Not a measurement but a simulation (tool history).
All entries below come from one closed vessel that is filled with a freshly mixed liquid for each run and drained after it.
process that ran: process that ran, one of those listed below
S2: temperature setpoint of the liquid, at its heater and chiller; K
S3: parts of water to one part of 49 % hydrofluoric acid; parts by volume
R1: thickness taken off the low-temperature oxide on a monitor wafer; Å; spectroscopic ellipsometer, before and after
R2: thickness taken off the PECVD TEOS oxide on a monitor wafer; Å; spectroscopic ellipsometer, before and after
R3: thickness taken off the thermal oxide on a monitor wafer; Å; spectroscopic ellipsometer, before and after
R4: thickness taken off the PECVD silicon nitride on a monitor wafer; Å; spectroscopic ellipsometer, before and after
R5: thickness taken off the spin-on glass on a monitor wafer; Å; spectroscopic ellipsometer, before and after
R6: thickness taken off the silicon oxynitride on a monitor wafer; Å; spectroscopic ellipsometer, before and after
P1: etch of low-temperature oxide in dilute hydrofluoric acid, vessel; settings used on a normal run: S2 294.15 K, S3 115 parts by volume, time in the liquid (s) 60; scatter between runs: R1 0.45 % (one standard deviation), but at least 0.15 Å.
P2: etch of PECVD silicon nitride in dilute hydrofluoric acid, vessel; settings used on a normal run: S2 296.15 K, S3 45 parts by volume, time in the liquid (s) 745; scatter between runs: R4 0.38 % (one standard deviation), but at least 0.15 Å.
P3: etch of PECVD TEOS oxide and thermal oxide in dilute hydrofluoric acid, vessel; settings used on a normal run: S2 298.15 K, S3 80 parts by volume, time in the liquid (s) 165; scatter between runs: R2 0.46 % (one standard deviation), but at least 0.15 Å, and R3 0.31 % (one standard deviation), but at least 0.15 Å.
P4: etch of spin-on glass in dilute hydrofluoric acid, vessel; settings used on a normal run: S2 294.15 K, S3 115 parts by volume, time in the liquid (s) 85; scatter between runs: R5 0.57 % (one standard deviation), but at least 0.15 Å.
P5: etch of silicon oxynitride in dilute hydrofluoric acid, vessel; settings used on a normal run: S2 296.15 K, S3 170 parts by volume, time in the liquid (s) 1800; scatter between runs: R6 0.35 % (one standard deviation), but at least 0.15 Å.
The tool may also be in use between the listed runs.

run 1 day=0.538 | process_that_ran=P1 S2=294.15 S3=115 time_in_the_liquid_(s)=60 | R1=75.991
run 2 day=0.950 | process_that_ran=P1 S2=294.15 S3=115 time_in_the_liquid_(s)=60 | R1=75.903
run 3 day=1.488 | process_that_ran=P3 S2=298.15 S3=80 time_in_the_liquid_(s)=165 | R2=411.840 R3=99.906
run 4 day=1.800 | process_that_ran=P2 S2=296.15 S3=45 time_in_the_liquid_(s)=1360 | R4=470.06
run 5 day=2.183 | process_that_ran=P4 S2=290.15 S3=115 time_in_the_liquid_(s)=85 | R5=178.05
run 6 day=2.442 | process_that_ran=P4 S2=294.15 S3=175 time_in_the_liquid_(s)=85 | R5=128.77
run 7 day=2.950 | process_that_ran=P3 S2=305.65 S3=80 time_in_the_liquid_(s)=165 | R2=550.710 R3=133.860
run 8 day=3.354 | process_that_ran=P1 S2=294.15 S3=115 time_in_the_liquid_(s)=60 | R1=76.492
run 9 day=3.667 | process_that_ran=P1 S2=301.15 S3=115 time_in_the_liquid_(s)=60 | R1=100.750
run 10 day=4.150 | process_that_ran=P4 S2=294.15 S3=115 time_in_the_liquid_(s)=85 | R5=207.10
run 11 day=4.471 | process_that_ran=P1 S2=294.15 S3=115 time_in_the_liquid_(s)=60 | R1=76.472
run 12 day=4.871 | process_that_ran=P2 S2=296.15 S3=25 time_in_the_liquid_(s)=745 | R4=456.25
run 13 day=5.408 | process_that_ran=P5 S2=296.15 S3=170 time_in_the_liquid_(s)=1800 | R6=231.240
run 14 day=5.883 | process_that_ran=P1 S2=294.15 S3=115 time_in_the_liquid_(s)=60 | R1=75.881
run 15 day=6.288 | process_that_ran=P1 S2=294.15 S3=160 time_in_the_liquid_(s)=60 | R1=52.050
run 16 day=6.550 | process_that_ran=P1 S2=294.15 S3=115 time_in_the_liquid_(s)=30 | R1=38.045
run 17 day=7.000 | process_that_ran=P1 S2=294.15 S3=115 time_in_the_liquid_(s)=60 | R1=76.230
run 18 day=7.362 | process_that_ran=P5 S2=304.15 S3=170 time_in_the_liquid_(s)=1800 | R6=329.930
run 19 day=7.888 | process_that_ran=P5 S2=296.15 S3=170 time_in_the_liquid_(s)=665 | R6=85.757
run 20 day=8.371 | process_that_ran=P1 S2=290.15 S3=115 time_in_the_liquid_(s)=60 | R1=65.277
run 21 day=8.708 | process_that_ran=P2 S2=302.15 S3=45 time_in_the_liquid_(s)=745 | R4=381.80
run 22 day=9.071 | process_that_ran=P5 S2=296.15 S3=170 time_in_the_liquid_(s)=1800 | R6=231.980
run 23 day=9.488 | process_that_ran=P3 S2=298.15 S3=80 time_in_the_liquid_(s)=165 | R2=411.080 R3=99.824
run 24 day=9.908 | process_that_ran=P2 S2=296.15 S3=45 time_in_the_liquid_(s)=745 | R4=258.68
run 25 day=10.400 | process_that_ran=P3 S2=298.15 S3=145 time_in_the_liquid_(s)=165 | R2=210.050 R3=50.970
run 26 day=10.775 | process_that_ran=P1 S2=300.15 S3=160 time_in_the_liquid_(s)=60 | R1=65.983
run 27 day=11.088 | process_that_ran=P5 S2=296.15 S3=300 time_in_the_liquid_(s)=1800 | R6=119.970
run 28 day=11.400 | process_that_ran=P1 S2=290.15 S3=60 time_in_the_liquid_(s)=60 | R1=131.380
run 29 day=11.650 | process_that_ran=P1 S2=294.15 S3=55 time_in_the_liquid_(s)=60 | R1=171.780
run 30 day=11.958 | process_that_ran=P3 S2=298.15 S3=80 time_in_the_liquid_(s)=30 | R2=75.648 R3=18.210
run 31 day=12.229 | process_that_ran=P1 S2=294.15 S3=60 time_in_the_liquid_(s)=30 | R1=77.506
run 32 day=12.512 | process_that_ran=P4 S2=294.15 S3=115 time_in_the_liquid_(s)=155 | R5=381.92
run 33 day=12.846 | process_that_ran=P4 S2=294.15 S3=115 time_in_the_liquid_(s)=85 | R5=209.47
run 34 day=13.108 | process_that_ran=P1 S2=294.15 S3=115 time_in_the_liquid_(s)=95 | R1=120.450
run 35 day=13.550 | process_that_ran=P1 S2=294.15 S3=115 time_in_the_liquid_(s)=60 | R1=76.193
run 36 day=13.929 | process_that_ran=P1 S2=294.15 S3=115 time_in_the_liquid_(s)=60 | R1=78.537
run 37 day=14.312 | process_that_ran=P1 S2=294.15 S3=115 time_in_the_liquid_(s)=60 | R1=80.515
run 38 day=14.825 | process_that_ran=P1 S2=294.15 S3=115 time_in_the_liquid_(s)=60 | R1=81.154
run 39 day=15.217 | process_that_ran=P1 S2=294.15 S3=115 time_in_the_liquid_(s)=60 | R1=82.769
run 40 day=15.554 | process_that_ran=P1 S2=294.15 S3=115 time_in_the_liquid_(s)=60 | R1=82.496
run 41 day=15.971 | process_that_ran=P1 S2=294.15 S3=115 time_in_the_liquid_(s)=60 | R1=83.107
run 42 day=16.242 | process_that_ran=P1 S2=294.15 S3=115 time_in_the_liquid_(s)=60 | R1=83.116
run 43 day=16.650 | process_that_ran=P1 S2=294.15 S3=115 time_in_the_liquid_(s)=60 | R1=82.807
run 44 day=17.079 | process_that_ran=P1 S2=294.15 S3=115 time_in_the_liquid_(s)=60 | R1=82.476
run 45 day=17.504 | process_that_ran=P1 S2=294.15 S3=115 time_in_the_liquid_(s)=60 | R1=83.690
run 46 day=17.996 | process_that_ran=P1 S2=294.15 S3=115 time_in_the_liquid_(s)=60 | R1=83.109

P1 no longer gives what it gave before; its output has crept away from where it was. The following 2 causes, each at its listed size, fit the log equally well:
A: liquid hotter than its thermometer reads (K) = 2.28
B: hydrofluoric acid flow above the setpoint (%) = 8.42
At approximately day 13.550, the process output began to creep.

The check runs listed below each take one wafer, and their results are still question marks. Under which run would the listed causes lead to clearly different results?
run check 1 day=18.488 | process_that_ran=P2 S2=300.65 S3=45 time_in_the_liquid_(s)=1150 | R4=?
run check 2 day=18.488 | process_that_ran=P4 S2=290.15 S3=115 time_in_the_liquid_(s)=145 | R5=?
run check 3 day=18.488 | process_that_ran=P3 S2=303.15 S3=80 time_in_the_liquid_(s)=95 | R2=? R3=?
run check 4 day=18.488 | process_that_ran=P5 S2=296.15 S3=280 time_in_the_liquid_(s)=1800 | R6=?

What each check would give under each cause:
check=check_1 result=R4 if_A=623.05 if_B=581.08
check=check_2 result=R5 if_A=331.54 if_B=330.09
check=check_3 result=R2 if_A=315.100 if_B=316.300
check=check_3 result=R3 if_A=76.418 if_B=76.708
check=check_4 result=R6 if_A=143.260 if_B=143.010
Gap, in per cent, between the two causes that each check separates least, read from the result that separates them most: check 1 6.97 %; check 2 0.44 %; check 3 0.38 %; check 4 0.18 %
Of the check runs offered, only check 1 discriminates between the causes; the rest would read about the same regardless of which cause applies.

Then check 1 was run and gave: R4 618.80 Å. Which cause is it?

The correct cause is A, namely: liquid hotter than its thermometer reads (K).

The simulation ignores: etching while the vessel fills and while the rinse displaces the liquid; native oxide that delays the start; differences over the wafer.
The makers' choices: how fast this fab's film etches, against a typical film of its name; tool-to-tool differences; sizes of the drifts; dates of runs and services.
